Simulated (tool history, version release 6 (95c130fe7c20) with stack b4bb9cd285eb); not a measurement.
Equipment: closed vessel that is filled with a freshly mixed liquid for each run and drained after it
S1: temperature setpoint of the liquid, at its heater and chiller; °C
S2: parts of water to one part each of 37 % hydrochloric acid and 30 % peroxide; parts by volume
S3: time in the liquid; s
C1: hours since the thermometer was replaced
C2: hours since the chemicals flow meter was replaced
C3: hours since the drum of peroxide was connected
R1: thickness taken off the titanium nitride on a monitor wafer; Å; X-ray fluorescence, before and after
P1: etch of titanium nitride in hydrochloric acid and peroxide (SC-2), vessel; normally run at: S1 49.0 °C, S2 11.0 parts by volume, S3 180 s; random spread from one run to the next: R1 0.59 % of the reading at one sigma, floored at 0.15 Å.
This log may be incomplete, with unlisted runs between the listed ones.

{"run": 1, "hour": 7.6, "S1": 49.0, "S2": 11.0, "S3": 180, "C1": 1174.6, "C2": 560.8, "C3": 1176.6, "R1": 41.953}
{"run": 2, "hour": 14.2, "S1": 49.0, "S2": 4.0, "S3": 180, "C1": 1181.2, "C2": 567.4, "C3": 1183.2, "R1": 90.955}
{"run": 3, "hour": 20.7, "S1": 49.0, "S2": 19.5, "S3": 180, "C1": 1187.7, "C2": 573.9, "C3": 1189.7, "R1": 25.276}
{"run": 4, "hour": 29.5, "S1": 35.0, "S2": 11.0, "S3": 180, "C1": 1196.5, "C2": 582.7, "C3": 1198.5, "R1": 15.745}
{"run": 5, "hour": 35.4, "S1": 49.0, "S2": 11.0, "S3": 180, "C1": 1202.4, "C2": 588.6, "C3": 1204.4, "R1": 41.585}
{"run": 6, "hour": 39.7, "S1": 64.0, "S2": 11.0, "S3": 180, "C1": 1206.7, "C2": 592.9, "C3": 1208.7, "R1": 108.49}
{"run": 7, "hour": 47.4, "S1": 61.5, "S2": 11.0, "S3": 300, "C1": 1214.4, "C2": 600.6, "C3": 1216.4, "R1": 157.67}
{"hour": 51.2, "done": "thermometer replaced"}
{"run": 8, "hour": 53.9, "S1": 49.0, "S2": 11.0, "S3": 345, "C1": 2.8, "C2": 607.1, "C3": 1222.9, "R1": 80.494}
{"run": 9, "hour": 58.1, "S1": 64.5, "S2": 4.0, "S3": 180, "C1": 7.0, "C2": 611.3, "C3": 1227.1, "R1": 243.42}
{"run": 10, "hour": 65.1, "S1": 49.0, "S2": 11.0, "S3": 30, "C1": 14.0, "C2": 618.3, "C3": 1234.1, "R1": 7.0832}
{"run": 11, "hour": 72.7, "S1": 49.0, "S2": 11.0, "S3": 180, "C1": 21.6, "C2": 625.9, "C3": 1241.7, "R1": 41.922}
{"run": 12, "hour": 78.1, "S1": 49.0, "S2": 11.0, "S3": 180, "C1": 27.0, "C2": 631.3, "C3": 1247.1, "R1": 41.652}
{"run": 13, "hour": 83.2, "S1": 49.0, "S2": 11.0, "S3": 180, "C1": 32.1, "C2": 636.4, "C3": 1252.2, "R1": 42.375}
{"run": 14, "hour": 90.5, "S1": 49.0, "S2": 11.0, "S3": 180, "C1": 39.4, "C2": 643.7, "C3": 1259.5, "R1": 40.091}
{"run": 15, "hour": 95.7, "S1": 49.0, "S2": 11.0, "S3": 180, "C1": 44.6, "C2": 648.9, "C3": 1264.7, "R1": 39.689}
{"run": 16, "hour": 102.5, "S1": 49.0, "S2": 11.0, "S3": 180, "C1": 51.4, "C2": 655.7, "C3": 1271.5, "R1": 39.199}
{"run": 17, "hour": 111.3, "S1": 49.0, "S2": 11.0, "S3": 180, "C1": 60.2, "C2": 664.5, "C3": 1280.3, "R1": 38.74}
{"run": 18, "hour": 118.8, "S1": 49.0, "S2": 11.0, "S3": 180, "C1": 67.7, "C2": 672.0, "C3": 1287.8, "R1": 38.454}
{"hour": 123.5, "done": "new drum of peroxide connected"}
{"run": 19, "hour": 126.2, "S1": 49.0, "S2": 11.0, "S3": 180, "C1": 75.1, "C2": 679.4, "C3": 2.8, "R1": 37.703}
{"run": 20, "hour": 131.3, "S1": 49.0, "S2": 11.0, "S3": 180, "C1": 80.2, "C2": 684.5, "C3": 7.9, "R1": 37.564}
{"run": 21, "hour": 137.9, "S1": 49.0, "S2": 11.0, "S3": 180, "C1": 86.8, "C2": 691.1, "C3": 14.5, "R1": 37.689}
{"run": 22, "hour": 146.0, "S1": 49.0, "S2": 11.0, "S3": 180, "C1": 94.9, "C2": 699.2, "C3": 22.6, "R1": 38.154}
{"run": 23, "hour": 153.8, "S1": 49.0, "S2": 11.0, "S3": 180, "C1": 102.7, "C2": 707.0, "C3": 30.4, "R1": 37.495}

The output of P1 has drifted from where it used to be. Each of the 2 causes below, taken at the size shown beside it, accounts for the log equally well:
A: liquid colder than its thermometer reads (K) = 1.52
B: chemicals flow below the setpoint (%) = 11.2
The onset of the drift is placed at about hour 83.2.
What rules out each remaining cause:
peroxide weaker than its label (%): work on it at hour 123.5, done after the drift set in, did not restore what the process gave before

Of the 4 check runs below, each run on 5 wafers with the results averaged and each result still a question mark, which one would tell the listed causes apart?
{"run": "check 1", "hour": 161.6, "S1": 49.0, "S2": 17.0, "S3": 75, "R1": "?"}
{"run": "check 2", "hour": 161.6, "S1": 49.0, "S2": 19.0, "S3": 30, "R1": "?"}
{"run": "check 3", "hour": 161.6, "S1": 49.0, "S2": 4.0, "S3": 180, "R1": "?"}
{"run": "check 4", "hour": 161.6, "S1": 36.5, "S2": 17.5, "S3": 180, "R1": "?"}

What each check would give under each cause:
check=check_1 result=R1 if_A=10.7470 if_B=10.6990
check=check_2 result=R1 if_A=3.8893 if_B=3.8677
check=check_3 result=R1 if_A=81.6760 if_B=83.4640
check=check_4 result=R1 if_A=10.4140 if_B=10.4530
How far apart the two closest causes lie, in the result that separates them most: check 1 0.45 %; check 2 0.56 %; check 3 2.16 %; check 4 0.37 %
Only in check 3 would the causes give clearly different results; in the remaining checks their results would be nearly the same.

Here is what check 3 returned: R1 83.4500 Å. Which cause is it?

It was cause B: chemicals flow below the setpoint (%).

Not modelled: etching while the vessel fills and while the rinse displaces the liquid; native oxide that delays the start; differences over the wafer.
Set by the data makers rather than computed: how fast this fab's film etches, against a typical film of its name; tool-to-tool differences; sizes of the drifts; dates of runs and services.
